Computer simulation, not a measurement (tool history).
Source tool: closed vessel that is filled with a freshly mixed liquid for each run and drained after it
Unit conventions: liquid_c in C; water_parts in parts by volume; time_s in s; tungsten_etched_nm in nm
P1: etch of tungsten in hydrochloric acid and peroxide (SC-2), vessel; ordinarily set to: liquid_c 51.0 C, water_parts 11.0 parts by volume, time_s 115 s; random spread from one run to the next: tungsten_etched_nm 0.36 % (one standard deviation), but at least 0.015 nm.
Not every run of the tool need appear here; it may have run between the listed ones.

run 1 hour=3.6 | liquid_c=51.0 water_parts=11.0 time_s=115 | tungsten_etched_nm=41.777
run 2 hour=9.5 | liquid_c=51.0 water_parts=11.0 time_s=115 | tungsten_etched_nm=41.684
run 3 hour=13.1 | liquid_c=51.0 water_parts=11.0 time_s=115 | tungsten_etched_nm=41.697
-- hour=14.1 thermometer replaced
run 4 hour=17.7 | liquid_c=37.5 water_parts=11.0 time_s=115 | tungsten_etched_nm=16.534
run 5 hour=20.8 | liquid_c=51.0 water_parts=11.0 time_s=55 | tungsten_etched_nm=20.172
run 6 hour=26.7 | liquid_c=51.0 water_parts=17.5 time_s=115 | tungsten_etched_nm=27.872
run 7 hour=30.6 | liquid_c=51.0 water_parts=11.0 time_s=190 | tungsten_etched_nm=69.583
run 8 hour=33.8 | liquid_c=40.5 water_parts=16.5 time_s=115 | tungsten_etched_nm=14.373
run 9 hour=37.9 | liquid_c=51.0 water_parts=11.0 time_s=115 | tungsten_etched_nm=41.739
run 10 hour=42.8 | liquid_c=51.0 water_parts=11.0 time_s=115 | tungsten_etched_nm=41.795
run 11 hour=46.7 | liquid_c=67.5 water_parts=11.0 time_s=115 | tungsten_etched_nm=118.220
run 12 hour=50.8 | liquid_c=51.0 water_parts=4.0 time_s=115 | tungsten_etched_nm=91.341
run 13 hour=55.5 | liquid_c=51.0 water_parts=11.0 time_s=115 | tungsten_etched_nm=41.947
run 14 hour=58.3 | liquid_c=51.0 water_parts=11.0 time_s=115 | tungsten_etched_nm=41.687
run 15 hour=64.3 | liquid_c=51.0 water_parts=11.0 time_s=115 | tungsten_etched_nm=41.954
run 16 hour=67.3 | liquid_c=51.0 water_parts=11.0 time_s=115 | tungsten_etched_nm=40.708
run 17 hour=72.4 | liquid_c=51.0 water_parts=11.0 time_s=115 | tungsten_etched_nm=39.463
run 18 hour=77.5 | liquid_c=51.0 water_parts=11.0 time_s=115 | tungsten_etched_nm=38.924
-- hour=79.6 new drum of peroxide connected
run 19 hour=81.3 | liquid_c=51.0 water_parts=11.0 time_s=115 | tungsten_etched_nm=38.679
run 20 hour=84.6 | liquid_c=51.0 water_parts=11.0 time_s=115 | tungsten_etched_nm=38.723
run 21 hour=89.7 | liquid_c=51.0 water_parts=11.0 time_s=115 | tungsten_etched_nm=38.452

What P1 gives has crept off from where it sat before. The 2 causes that follow fit the log equally well, each at the size noted:
A: chemicals flow below the setpoint (%) = 9.22
B: liquid colder than its thermometer reads (K) = 1.24
The gradual shift began around hour 64.3.
Each remaining cause and why it is not a fit:
peroxide weaker than its label (%): serviced at hour 79.6, after the change had begun; the process did not return to its earlier output

Below are 4 check runs, each averaged over 2 wafers, with their results shown as question marks. Which of them would give clearly different results depending on which cause is behind the drift?
run check 1 hour=94.8 | liquid_c=58.5 water_parts=11.0 time_s=185 | tungsten_etched_nm=?
run check 2 hour=94.8 | liquid_c=39.0 water_parts=4.0 time_s=115 | tungsten_etched_nm=?
run check 3 hour=94.8 | liquid_c=38.5 water_parts=16.0 time_s=115 | tungsten_etched_nm=?
run check 4 hour=94.8 | liquid_c=40.0 water_parts=11.0 time_s=115 | tungsten_etched_nm=?

What each check would give under each cause:
check=check_1 result=tungsten_etched_nm if_A=100.960 if_B=101.330
check=check_2 result=tungsten_etched_nm if_A=37.261 if_B=36.396
check=check_3 result=tungsten_etched_nm if_A=11.735 if_B=11.702
check=check_4 result=tungsten_etched_nm if_A=18.157 if_B=18.049
Smallest distance between any two causes, each pair judged by its most separating result, in per cent: check 1 0.36 %; check 2 2.35 %; check 3 0.28 %; check 4 0.6 %
Check 2 is the one run that separates the causes; every other check would come out nearly the same whichever cause is at work.

Here is what check 2 returned: tungsten_etched_nm 37.253 nm. Which cause is it?

Of the candidate causes, it is A: chemicals flow below the setpoint (%).

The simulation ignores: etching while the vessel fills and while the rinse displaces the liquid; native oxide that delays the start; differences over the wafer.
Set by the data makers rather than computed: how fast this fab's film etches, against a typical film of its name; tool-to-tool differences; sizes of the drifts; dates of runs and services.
